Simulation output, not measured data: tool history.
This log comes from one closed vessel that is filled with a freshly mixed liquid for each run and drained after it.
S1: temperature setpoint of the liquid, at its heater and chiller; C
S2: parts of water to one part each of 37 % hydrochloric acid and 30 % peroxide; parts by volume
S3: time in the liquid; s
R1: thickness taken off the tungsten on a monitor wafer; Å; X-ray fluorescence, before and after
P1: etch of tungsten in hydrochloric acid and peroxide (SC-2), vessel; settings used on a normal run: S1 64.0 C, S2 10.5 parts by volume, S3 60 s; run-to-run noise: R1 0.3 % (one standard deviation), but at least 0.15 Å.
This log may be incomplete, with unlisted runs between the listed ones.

run	hour	S1	S2	S3	R1
1	7.6	64.0	10.5	60	214.340
2	12.6	64.0	19.0	60	127.950
# hour 14.2: chemicals flow meter replaced
3	16.5	64.0	10.5	60	215.290
4	21.4	48.5	10.5	60	79.252
5	26.9	64.0	10.5	60	215.760
6	31.8	64.0	10.5	60	215.200
7	37.6	72.0	10.5	90	521.440
8	44.4	64.0	10.5	120	430.260
9	51.0	64.0	10.5	30	107.470
10	54.5	64.0	4.0	60	447.150
11	57.9	64.0	10.5	60	215.670
12	62.2	64.0	10.5	60	215.890
13	69.6	72.0	10.5	60	348.920
14	76.1	55.0	16.0	60	84.952
15	79.5	64.0	10.5	60	215.290
16	85.0	64.0	10.5	60	220.690
17	91.7	64.0	10.5	60	223.960
18	96.7	64.0	10.5	60	227.980
19	103.1	64.0	10.5	60	229.060
20	110.8	64.0	10.5	60	230.010
21	115.8	64.0	10.5	60	230.270
22	122.8	64.0	10.5	60	230.890
23	128.2	64.0	10.5	60	231.560
24	133.9	64.0	10.5	60	232.090
25	141.5	64.0	10.5	60	231.290

What P1 gives has crept off from where it sat before. The 2 causes that follow fit the log equally well, each at the size noted:
A: liquid hotter than its thermometer reads (K) = 1.24
B: chemicals flow above the setpoint (%) = 9.5
The onset of the drift is placed at about hour 79.5.
All other causes, with the reason each is excluded:
peroxide weaker than its label (%): can reach only 8, and even then R1 would move by -7.4 %, too little or the wrong way

4 check runs are offered, one wafer each, their results left as question marks. Which one tells the causes apart?
check 1	149.1	50.0	4.0	60	?
check 2	149.1	52.0	10.5	115	?
check 3	149.1	49.5	18.5	60	?
check 4	149.1	55.0	10.5	30	?

Outcome of each check run for each possible cause:
check	result	if A	if B
check 1	R1	198.940	194.460
check 2	R1	208.760	207.570
check 3	R1	56.330	56.268
check 4	R1	66.137	65.859
Per-check spread between the two closest causes, in the result where they differ most: check 1 2.28 %; check 2 0.57 %; check 3 0.11 %; check 4 0.42 %
Check 1 is the one run that separates the causes; every other check would come out nearly the same whichever cause is at work.

Then check 1 was run and gave: R1 194.740 Å. Which cause is it?

Of the candidate causes, it is B: chemicals flow above the setpoint (%).

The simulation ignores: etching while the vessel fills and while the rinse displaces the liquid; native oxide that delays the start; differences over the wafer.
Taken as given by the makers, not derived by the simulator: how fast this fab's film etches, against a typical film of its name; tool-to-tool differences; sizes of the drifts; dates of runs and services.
